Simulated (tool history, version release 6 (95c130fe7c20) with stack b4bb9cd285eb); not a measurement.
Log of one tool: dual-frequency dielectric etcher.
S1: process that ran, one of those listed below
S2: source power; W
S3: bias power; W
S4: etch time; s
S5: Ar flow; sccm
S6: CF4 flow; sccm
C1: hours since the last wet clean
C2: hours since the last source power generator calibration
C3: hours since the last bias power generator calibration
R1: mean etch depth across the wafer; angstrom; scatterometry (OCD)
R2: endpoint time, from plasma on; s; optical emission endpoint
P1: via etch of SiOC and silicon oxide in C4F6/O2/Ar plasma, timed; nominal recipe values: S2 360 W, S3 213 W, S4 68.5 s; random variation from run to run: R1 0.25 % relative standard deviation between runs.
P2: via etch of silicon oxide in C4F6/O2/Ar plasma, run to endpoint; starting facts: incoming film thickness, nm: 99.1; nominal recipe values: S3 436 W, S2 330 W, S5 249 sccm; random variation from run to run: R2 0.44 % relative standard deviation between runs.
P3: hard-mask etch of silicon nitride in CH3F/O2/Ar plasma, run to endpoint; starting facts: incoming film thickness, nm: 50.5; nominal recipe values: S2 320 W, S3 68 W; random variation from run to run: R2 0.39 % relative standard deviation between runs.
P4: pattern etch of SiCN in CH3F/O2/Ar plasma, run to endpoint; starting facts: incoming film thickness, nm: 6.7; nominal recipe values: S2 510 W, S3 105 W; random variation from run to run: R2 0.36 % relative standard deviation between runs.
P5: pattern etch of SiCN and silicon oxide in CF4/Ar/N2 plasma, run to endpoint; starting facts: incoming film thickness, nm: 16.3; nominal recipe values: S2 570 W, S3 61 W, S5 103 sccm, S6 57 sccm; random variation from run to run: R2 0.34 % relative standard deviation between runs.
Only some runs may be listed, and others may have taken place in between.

{"run": 1, "hour": 15.4, "S1": "P1", "S2": 360, "S3": 213, "S4": 68.5, "C1": 218.9, "C2": 2667.7, "C3": 986.5, "R1": 789.18}
{"run": 2, "hour": 27.4, "S1": "P1", "S2": 360, "S3": 213, "S4": 68.5, "C1": 230.9, "C2": 2679.7, "C3": 998.5, "R1": 785.7}
{"run": 3, "hour": 41.0, "S1": "P5", "S2": 570, "S3": 61, "S5": 103, "S6": 57, "C1": 244.5, "C2": 2693.3, "C3": 1012.1, "R2": 16.936}
{"run": 4, "hour": 50.1, "S1": "P5", "S2": 400, "S3": 61, "S5": 103, "S6": 57, "C1": 253.6, "C2": 2702.4, "C3": 1021.2, "R2": 22.939}
{"run": 5, "hour": 67.4, "S1": "P1", "S2": 360, "S3": 213, "S4": 89, "C1": 270.9, "C2": 2719.7, "C3": 1038.5, "R1": 1025.2}
{"run": 6, "hour": 84.5, "S1": "P4", "S2": 510, "S3": 105, "C1": 288, "C2": 2736.8, "C3": 1055.6, "R2": 14.774}
{"run": 7, "hour": 94.0, "S1": "P1", "S2": 360, "S3": 254, "S4": 68.5, "C1": 297.5, "C2": 2746.3, "C3": 1065.1, "R1": 832.3}
{"run": 8, "hour": 108.0, "S1": "P1", "S2": 360, "S3": 213, "S4": 68.5, "C1": 311.5, "C2": 2760.3, "C3": 1079.1, "R1": 789.73}
{"run": 9, "hour": 123.9, "S1": "P3", "S2": 380, "S3": 68, "C1": 327.4, "C2": 2776.2, "C3": 1095, "R2": 78.054}
{"run": 10, "hour": 139.2, "S1": "P2", "S2": 200, "S3": 436, "S5": 249, "C1": 342.7, "C2": 2791.5, "C3": 1110.3, "R2": 28.946}
{"run": 11, "hour": 157.1, "S1": "P2", "S2": 330, "S3": 436, "S5": 249, "C1": 360.6, "C2": 2809.4, "C3": 1128.2, "R2": 24.13}
{"run": 12, "hour": 170.9, "S1": "P1", "S2": 360, "S3": 213, "S4": 39, "C1": 374.4, "C2": 2823.2, "C3": 1142, "R1": 449.63}
{"run": 13, "hour": 181.1, "S1": "P5", "S2": 570, "S3": 38, "S5": 103, "S6": 57, "C1": 384.6, "C2": 2833.4, "C3": 1152.2, "R2": 19.565}
{"hour": 181.3, "done": "source power generator calibrated"}
{"run": 14, "hour": 191.3, "S1": "P1", "S2": 360, "S3": 213, "S4": 68.5, "C1": 394.8, "C2": 10.1, "C3": 1162.4, "R1": 786.7}
{"run": 15, "hour": 200.8, "S1": "P3", "S2": 320, "S3": 92, "C1": 404.3, "C2": 19.6, "C3": 1171.9, "R2": 74.751}
{"run": 16, "hour": 217.0, "S1": "P3", "S2": 320, "S3": 68, "C1": 420.5, "C2": 35.8, "C3": 1188.1, "R2": 82.605}
{"run": 17, "hour": 233.5, "S1": "P5", "S2": 570, "S3": 61, "S5": 63, "S6": 57, "C1": 437, "C2": 52.3, "C3": 1204.6, "R2": 15.548}
{"run": 18, "hour": 251.3, "S1": "P4", "S2": 510, "S3": 105, "C1": 454.8, "C2": 70.1, "C3": 1222.4, "R2": 14.794}
{"run": 19, "hour": 267.4, "S1": "P1", "S2": 490, "S3": 260, "S4": 68.5, "C1": 470.9, "C2": 86.2, "C3": 1238.5, "R1": 946.82}
{"run": 20, "hour": 279.1, "S1": "P1", "S2": 360, "S3": 250, "S4": 48, "C1": 482.6, "C2": 97.9, "C3": 1250.2, "R1": 582.89}
{"run": 21, "hour": 291.7, "S1": "P3", "S2": 320, "S3": 68, "C1": 495.2, "C2": 110.5, "C3": 1262.8, "R2": 82.852}
{"run": 22, "hour": 300.7, "S1": "P4", "S2": 510, "S3": 142, "C1": 504.2, "C2": 119.5, "C3": 1271.8, "R2": 13.21}
{"run": 23, "hour": 313.3, "S1": "P4", "S2": 730, "S3": 105, "C1": 516.8, "C2": 132.1, "C3": 1284.4, "R2": 12.997}
{"run": 24, "hour": 325.1, "S1": "P1", "S2": 360, "S3": 135, "S4": 68.5, "C1": 528.6, "C2": 143.9, "C3": 1296.2, "R1": 676.83}
{"run": 25, "hour": 336.1, "S1": "P1", "S2": 360, "S3": 213, "S4": 68.5, "C1": 539.6, "C2": 154.9, "C3": 1307.2, "R1": 787.35}
{"run": 26, "hour": 351.9, "S1": "P2", "S2": 330, "S3": 616, "S5": 249, "C1": 555.4, "C2": 170.7, "C3": 1323, "R2": 20.884}
{"run": 27, "hour": 362.0, "S1": "P1", "S2": 210, "S3": 213, "S4": 68.5, "C1": 565.5, "C2": 180.8, "C3": 1333.1, "R1": 638.19}
{"run": 28, "hour": 379.0, "S1": "P2", "S2": 330, "S3": 436, "S5": 199, "C1": 582.5, "C2": 197.8, "C3": 1350.1, "R2": 23.317}
{"run": 29, "hour": 393.4, "S1": "P5", "S2": 570, "S3": 61, "S5": 103, "S6": 57, "C1": 596.9, "C2": 212.2, "C3": 1364.5, "R2": 16.88}
{"run": 30, "hour": 409.5, "S1": "P1", "S2": 290, "S3": 213, "S4": 82.5, "C1": 613, "C2": 228.3, "C3": 1380.6, "R1": 874.46}
{"run": 31, "hour": 427.3, "S1": "P5", "S2": 570, "S3": 61, "S5": 103, "S6": 46, "C1": 630.8, "C2": 246.1, "C3": 1398.4, "R2": 17.44}
{"run": 32, "hour": 440.8, "S1": "P1", "S2": 460, "S3": 213, "S4": 68.5, "C1": 644.3, "C2": 259.6, "C3": 1411.9, "R1": 867.28}
{"run": 33, "hour": 451.8, "S1": "P1", "S2": 360, "S3": 213, "S4": 68.5, "C1": 655.3, "C2": 270.6, "C3": 1422.9, "R1": 786.89}
{"run": 34, "hour": 467.4, "S1": "P1", "S2": 360, "S3": 213, "S4": 68.5, "C1": 670.9, "C2": 286.2, "C3": 1438.5, "R1": 782.61}
{"run": 35, "hour": 483.9, "S1": "P1", "S2": 360, "S3": 213, "S4": 68.5, "C1": 687.4, "C2": 302.7, "C3": 1455, "R1": 781.54}
{"run": 36, "hour": 500.9, "S1": "P1", "S2": 360, "S3": 213, "S4": 68.5, "C1": 704.4, "C2": 319.7, "C3": 1472, "R1": 774.79}
{"run": 37, "hour": 515.9, "S1": "P1", "S2": 360, "S3": 213, "S4": 68.5, "C1": 719.4, "C2": 334.7, "C3": 1487, "R1": 777.83}
{"run": 38, "hour": 529.5, "S1": "P1", "S2": 360, "S3": 213, "S4": 68.5, "C1": 733, "C2": 348.3, "C3": 1500.6, "R1": 777.84}
{"run": 39, "hour": 539.4, "S1": "P1", "S2": 360, "S3": 213, "S4": 68.5, "C1": 742.9, "C2": 358.2, "C3": 1510.5, "R1": 778.48}
{"hour": 544.8, "done": "wet clean of the chamber"}
{"run": 40, "hour": 556.3, "S1": "P1", "S2": 360, "S3": 213, "S4": 68.5, "C1": 11.6, "C2": 375.1, "C3": 1527.4, "R1": 775.09}
{"run": 41, "hour": 564.6, "S1": "P1", "S2": 360, "S3": 213, "S4": 68.5, "C1": 19.9, "C2": 383.4, "C3": 1535.7, "R1": 774.08}
{"run": 42, "hour": 581.2, "S1": "P1", "S2": 360, "S3": 213, "S4": 68.5, "C1": 36.5, "C2": 400, "C3": 1552.3, "R1": 775.38}

The output of P1 has drifted from where it used to be. Each of the 2 causes below, taken at the size shown beside it, accounts for the log equally well:
A: source power that arrives under what is set, % = 3.71
B: bias power that arrives under what is set, % = 4.24
The drift started at roughly hour 451.8.
Each remaining cause and why it is not a fit:
chamber walls in a state that lowers the etch rate, %: was serviced at hour 544.8, once the creep was under way, yet the earlier output never came back

The 4 check runs listed below each average the results of 2 wafers, and their outcomes are marked with question marks. Under which run would the listed causes produce clearly different results?
{"run": "check 1", "hour": 597.8, "S1": "P5", "S2": 570, "S3": 44, "S5": 64, "S6": 57, "R2": "?"}
{"run": "check 2", "hour": 597.8, "S1": "P4", "S2": 710, "S3": 105, "R2": "?"}
{"run": "check 3", "hour": 597.8, "S1": "P3", "S2": 380, "S3": 82, "R2": "?"}
{"run": "check 4", "hour": 597.8, "S1": "P2", "S2": 210, "S3": 585, "S5": 249, "R2": "?"}

Check results expected under each cause:
check=check_1 result=R2 if_A=17.792 if_B=17.404
check=check_2 result=R2 if_A=13.258 if_B=13.281
check=check_3 result=R2 if_A=73.919 if_B=73.997
check=check_4 result=R2 if_A=25.559 if_B=25.643
Gap, in per cent, between the two causes that each check separates least, read from the result that separates them most: check 1 2.2 %; check 2 0.18 %; check 3 0.11 %; check 4 0.33 %
Check 1 distinguishes between the causes, while the remaining checks would return nearly the same result for all of them.

The results of check 1 are: R2 17.761 s. Based on these, which of the listed causes is it?

A is the cause: source power that arrives under what is set, %.
